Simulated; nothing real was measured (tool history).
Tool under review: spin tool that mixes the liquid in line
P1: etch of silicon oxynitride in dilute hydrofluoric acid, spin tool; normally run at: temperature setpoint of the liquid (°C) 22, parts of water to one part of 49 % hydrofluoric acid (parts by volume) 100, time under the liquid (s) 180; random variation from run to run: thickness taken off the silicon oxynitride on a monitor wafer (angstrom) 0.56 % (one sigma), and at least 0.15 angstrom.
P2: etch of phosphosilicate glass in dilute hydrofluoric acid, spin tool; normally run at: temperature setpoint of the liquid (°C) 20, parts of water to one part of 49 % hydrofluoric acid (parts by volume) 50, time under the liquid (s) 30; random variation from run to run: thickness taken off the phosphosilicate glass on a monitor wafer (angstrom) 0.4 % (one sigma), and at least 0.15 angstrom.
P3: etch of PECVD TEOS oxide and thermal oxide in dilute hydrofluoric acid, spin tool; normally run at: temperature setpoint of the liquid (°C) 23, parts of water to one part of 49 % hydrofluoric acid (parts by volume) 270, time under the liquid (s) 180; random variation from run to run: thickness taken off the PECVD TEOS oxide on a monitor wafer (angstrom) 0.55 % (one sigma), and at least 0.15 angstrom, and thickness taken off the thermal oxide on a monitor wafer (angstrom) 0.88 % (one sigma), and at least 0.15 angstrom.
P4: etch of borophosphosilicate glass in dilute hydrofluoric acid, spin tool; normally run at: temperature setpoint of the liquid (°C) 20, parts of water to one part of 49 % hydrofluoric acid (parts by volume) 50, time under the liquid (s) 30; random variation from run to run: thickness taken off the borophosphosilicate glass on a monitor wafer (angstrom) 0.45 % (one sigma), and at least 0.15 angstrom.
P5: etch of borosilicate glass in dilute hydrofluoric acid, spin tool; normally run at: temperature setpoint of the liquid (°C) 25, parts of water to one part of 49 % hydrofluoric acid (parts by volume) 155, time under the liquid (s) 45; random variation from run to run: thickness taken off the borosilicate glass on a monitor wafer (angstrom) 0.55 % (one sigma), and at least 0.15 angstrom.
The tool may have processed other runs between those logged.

run   hour  process that ran  temperature setpoint of the liquid (°C)  parts of water to one part of 49 % hydrofluoric acid (parts by volume)  time under the liquid (s)  hours since the thermometer was replaced  hours since the hydrofluoric acid flow meter was replaced  thickness taken off the silicon oxynitride on a monitor wafer (angstrom)  thickness taken off the borosilicate glass on a monitor wafer (angstrom)  thickness taken off the PECVD TEOS oxide on a monitor wafer (angstrom)  thickness taken off the thermal oxide on a monitor wafer (angstrom)  thickness taken off the borophosphosilicate glass on a monitor wafer (angstrom)  thickness taken off the phosphosilicate glass on a monitor wafer (angstrom)
  1   12.1                P1                                       22                                                                     100                        180                                    1194.6                                                     1285.9                                                                    40.556
  2   26.2                P1                                       22                                                                     100                        180                                    1208.7                                                       1300                                                                    40.217
  3   42.9                P1                                       22                                                                     100                        270                                    1225.4                                                     1316.7                                                                    60.396
  4   54.7                P1                                       22                                                                     170                        180                                    1237.2                                                     1328.5                                                                    22.567
        63  -- thermometer replaced
  5   66.8                P5                                       25                                                                     155                         45                                       3.8                                                     1340.6                                                                                                                                              62.264
  6     76                P1                                       17                                                                     100                        295                                        13                                                     1349.8                                                                    51.279
  7   84.5                P3                                       23                                                                     270                        180                                      21.5                                                     1358.3                                                                                                                                                                                                                      46.744                                                               24.564
  8   94.2                P1                                       22                                                                     100                        180                                      31.2                                                       1368                                                                    40.715
  9  103.5                P1                                       22                                                                     100                        180                                      40.5                                                     1377.3                                                                    40.399
 10  113.5                P5                                       25                                                                      35                         45                                      50.5                                                     1387.3                                                                                                                                              319.18
 11  123.9                P3                                       23                                                                     270                         15                                      60.9                                                     1397.7                                                                                                                                                                                                                      3.7996                                                               1.9369
 12  135.7                P1                                       22                                                                      40                        180                                      72.7                                                     1409.5                                                                    105.61
 13  144.3                P3                                     29.5                                                                     270                        180                                      81.3                                                     1418.1                                                                                                                                                                                                                      58.691                                                               29.603
 14  153.6                P1                                       22                                                                     100                        180                                      90.6                                                     1427.4                                                                    40.454
 15  165.9                P4                                       20                                                                      50                         30                                     102.9                                                     1439.7                                                                                                                                                                                                                                                                                                                                                                            380.33
 16  183.5                P1                                       22                                                                     100                         55                                     120.5                                                     1457.3                                                                    12.016
 17  198.6                P2                                       17                                                                      50                         30                                     135.6                                                     1472.4                                                                                                                                                                                                                                                                                                                                                                                                                                                         920.15
 18  211.7                P4                                       20                                                                      50                         60                                     148.7                                                     1485.5                                                                                                                                                                                                                                                                                                                                                                            760.63
 19  226.5                P5                                       33                                                                     155                         45                                     163.5                                                     1500.3                                                                                                                                               82.27
 20  242.4                P2                                       20                                                                      20                         30                                     179.4                                                     1516.2                                                                                                                                                                                                                                                                                                                                                                                                                                                         2708.2
 21  261.5                P4                                       20                                                                      50                         30                                     198.5                                                     1535.3                                                                                                                                                                                                                                                                                                                                                                            379.94
 22  274.6                P4                                     26.5                                                                      50                         30                                     211.6                                                     1548.4                                                                                                                                                                                                                                                                                                                                                                             500.8
 23  290.6                P5                                       25                                                                     155                         15                                     227.6                                                     1564.4                                                                                                                                              20.779
 24  301.6                P2                                       20                                                                      50                         30                                     238.6                                                     1575.4                                                                                                                                                                                                                                                                                                                                                                                                                                                         1044.5
 25  315.2                P1                                       29                                                                     100                        180                                     252.2                                                       1589                                                                    56.058
 26  329.9                P2                                       20                                                                      50                         15                                     266.9                                                     1603.7                                                                                                                                                                                                                                                                                                                                                                                                                                                         521.09
 27  347.7                P2                                       20                                                                      50                         30                                     284.7                                                     1621.5                                                                                                                                                                                                                                                                                                                                                                                                                                                         1047.7
 28  363.2                P3                                       23                                                                      50                        180                                     300.2                                                       1637                                                                                                                                                                                                                      329.28                                                               168.06
 29  376.4                P1                                       17                                                                     100                        180                                     313.4                                                     1650.2                                                                    31.662
 30  392.8                P1                                       22                                                                     100                        180                                     329.8                                                     1666.6                                                                    39.888
 31  407.9                P5                                       25                                                                     155                         45                                     344.9                                                     1681.7                                                                                                                                               62.15
 32  416.9                P4                                       20                                                                      20                         30                                     353.9                                                     1690.7                                                                                                                                                                                                                                                                                                                                                                             995.2
 33  426.2                P1                                       22                                                                     100                        180                                     363.2                                                       1700                                                                    40.567
 34  437.2                P1                                       22                                                                     100                        180                                     374.2                                                       1711                                                                    39.578
 35  455.2                P1                                       22                                                                     100                        180                                     392.2                                                       1729                                                                    38.806
 36  466.5                P1                                       22                                                                     100                        180                                     403.5                                                     1740.3                                                                    37.938
 37  475.2                P1                                       22                                                                     100                        180                                     412.2                                                       1749                                                                    38.228
 38  487.8                P1                                       22                                                                     100                        180                                     424.8                                                     1761.6                                                                    37.832
 39  501.4                P1                                       22                                                                     100                        180                                     438.4                                                     1775.2                                                                    37.977
 40  510.1                P1                                       22                                                                     100                        180                                     447.1                                                     1783.9                                                                    37.642
 41  522.1                P1                                       22                                                                     100                        180                                     459.1                                                     1795.9                                                                    38.123
 42  537.5                P1                                       22                                                                     100                        180                                     474.5                                                     1811.3                                                                    37.266
 43  555.3                P1                                       22                                                                     100                        180                                     492.3                                                     1829.1                                                                    37.423
 44  569.8                P1                                       22                                                                     100                        180                                     506.8                                                     1843.6                                                                    37.506

Something has made what P1 gives creep away from where it was; the 2 causes below, each at its own stated size, fit the log equally well:
A: hydrofluoric acid flow below the setpoint (%) = 6.8
B: liquid colder than its thermometer reads (K) = 1.58
At approximately hour 426.2, the process output began to creep.

You are offered 4 check runs, listed below with question marks in place of their results; each one averages 2 wafers. Which run separates the listed causes by giving clearly different results for each?
check 1  584.3                P5                                       25                                                                      40                         45                                                                                                                                                                                                                                                        ?
check 2  584.3                P2                                       20                                                                      35                         30                                                                                                                                                                                                                                                                                                                                                                                                                                                                                                                                                                   ?
check 3  584.3                P3                                     27.5                                                                     270                        180                                                                                                                                                                                                                                                                                                                                ?                                                                    ?
check 4  584.3                P4                                       20                                                                      20                         30                                                                                                                                                                                                                                                                                                                                                                                                                                                                                      ?

What every check run would give for each of its results, assuming each possible cause in turn:
  check                                                                           result    if A    if B
check 1         thickness taken off the borosilicate glass on a monitor wafer (angstrom)  259.25   261.6
check 2      thickness taken off the phosphosilicate glass on a monitor wafer (angstrom)  1414.2  1421.6
check 3           thickness taken off the PECVD TEOS oxide on a monitor wafer (angstrom)  50.413  52.333
check 3              thickness taken off the thermal oxide on a monitor wafer (angstrom)  25.916  26.903
check 4  thickness taken off the borophosphosilicate glass on a monitor wafer (angstrom)  922.52  925.45
Gap, in per cent, between the two causes that each check separates least, read from the result that separates them most: check 1 0.9 %; check 2 0.52 %; check 3 3.74 %; check 4 0.32 %
Of the check runs offered, only check 3 discriminates between the causes; the rest would read about the same regardless of which cause applies.

After running check 3, the following was obtained: thickness taken off the PECVD TEOS oxide on a monitor wafer (angstrom) 50.583; thickness taken off the thermal oxide on a monitor wafer (angstrom) 26. Which cause does this point to?

Of the candidate causes, it is A: hydrofluoric acid flow below the setpoint (%).
